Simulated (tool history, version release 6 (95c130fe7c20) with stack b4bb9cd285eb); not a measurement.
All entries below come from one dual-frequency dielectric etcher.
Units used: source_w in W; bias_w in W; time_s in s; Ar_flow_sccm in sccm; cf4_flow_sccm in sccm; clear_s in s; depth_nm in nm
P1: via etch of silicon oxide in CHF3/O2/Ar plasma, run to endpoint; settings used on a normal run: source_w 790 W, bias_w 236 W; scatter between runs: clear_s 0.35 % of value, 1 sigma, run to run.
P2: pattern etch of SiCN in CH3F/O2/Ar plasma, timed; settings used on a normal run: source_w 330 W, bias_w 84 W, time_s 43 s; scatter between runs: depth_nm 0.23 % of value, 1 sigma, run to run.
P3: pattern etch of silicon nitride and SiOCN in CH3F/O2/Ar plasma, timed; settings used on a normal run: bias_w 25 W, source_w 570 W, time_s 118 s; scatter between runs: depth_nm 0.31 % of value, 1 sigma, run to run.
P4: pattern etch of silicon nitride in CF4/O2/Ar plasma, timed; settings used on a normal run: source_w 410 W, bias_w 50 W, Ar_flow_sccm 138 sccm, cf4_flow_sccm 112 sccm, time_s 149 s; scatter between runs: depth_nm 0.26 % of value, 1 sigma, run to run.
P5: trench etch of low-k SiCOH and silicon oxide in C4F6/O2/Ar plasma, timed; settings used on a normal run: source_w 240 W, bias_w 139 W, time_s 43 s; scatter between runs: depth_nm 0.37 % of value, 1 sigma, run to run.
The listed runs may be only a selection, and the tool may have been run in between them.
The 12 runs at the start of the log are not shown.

| run | hour | process | source_w | bias_w | time_s | Ar_flow_sccm | cf4_flow_sccm | hours since the last wet clean | hours since the last source power generator calibration | hours since the last bias power generator calibration | clear_s | depth_nm |
|---|---|---|---|---|---|---|---|---|---|---|---|---|
| 13 | 54.4 | P5 | 320 | 139 | 43 |  |  | 160.2 | 22.2 | 2255.4 |  | 114.63 |
| 14 | 59.2 | P5 | 240 | 139 | 43 |  |  | 165 | 27 | 2260.2 |  | 102.03 |
| 15 | 63 | P4 | 300 | 50 | 149 | 138 | 112 | 168.8 | 30.8 | 2264 |  | 175.66 |
| 16 | 68.2 | P1 | 790 | 236 |  |  |  | 174 | 36 | 2269.2 | 298.56 |  |
| 17 | 72.7 | P5 | 240 | 139 | 27 |  |  | 178.5 | 40.5 | 2273.7 |  | 64.508 |
| 18 | 75.2 | P3 | 570 | 16 | 118 |  |  | 181 | 43 | 2276.2 |  | 15.382 |
| 19 | 78.5 | P4 | 410 | 50 | 149 | 101 | 112 | 184.3 | 46.3 | 2279.5 |  | 238.52 |
| 20 | 81.1 | P2 | 330 | 84 | 23.5 |  |  | 186.9 | 48.9 | 2282.1 |  | 8.6499 |
| 21 | 85.8 | P1 | 580 | 236 |  |  |  | 191.6 | 53.6 | 2286.8 | 336.32 |  |
| 22 | 90.1 | P4 | 410 | 50 | 216.5 | 138 | 112 | 195.9 | 57.9 | 2291.1 |  | 334.36 |
| 23 | 93.6 | P3 | 350 | 25 | 118 |  |  | 199.4 | 61.4 | 2294.6 |  | 15.814 |
| 24 | 97.5 | P5 | 240 | 139 | 43 |  |  | 203.3 | 65.3 | 2298.5 |  | 101.59 |
| 25 | 100.8 | P4 | 410 | 50 | 149 | 138 | 112 | 206.6 | 68.6 | 2301.8 |  | 229.29 |
| 26 | 104.7 | P4 | 410 | 39 | 149 | 138 | 112 | 210.5 | 72.5 | 2305.7 |  | 210.25 |
| 27 | 108.6 | P1 | 790 | 236 |  |  |  | 214.4 | 76.4 | 2309.6 | 298.09 |  |
| 28 | 113.9 | P5 | 240 | 165 | 43 |  |  | 219.7 | 81.7 | 2314.9 |  | 108.17 |
| 29 | 118.4 | P2 | 210 | 84 | 43 |  |  | 224.2 | 86.2 | 2319.4 |  | 13.386 |
| 30 | 123.3 | P2 | 330 | 61 | 43 |  |  | 229.1 | 91.1 | 2324.3 |  | 14.095 |
| 31 | 127.1 | P2 | 330 | 84 | 43 |  |  | 232.9 | 94.9 | 2328.1 |  | 15.841 |
| 32 | 132.6 | P1 | 1110 | 236 |  |  |  | 238.4 | 100.4 | 2333.6 | 262.59 |  |

Run 33 has not been measured yet. What should we expect?
| 33 | 136.9 | P1 | 790 | 236 |  |  |  | 242.7 | 104.7 | 2337.9 | ? |  |

{"run 33": {"clear_s": 296.99}}
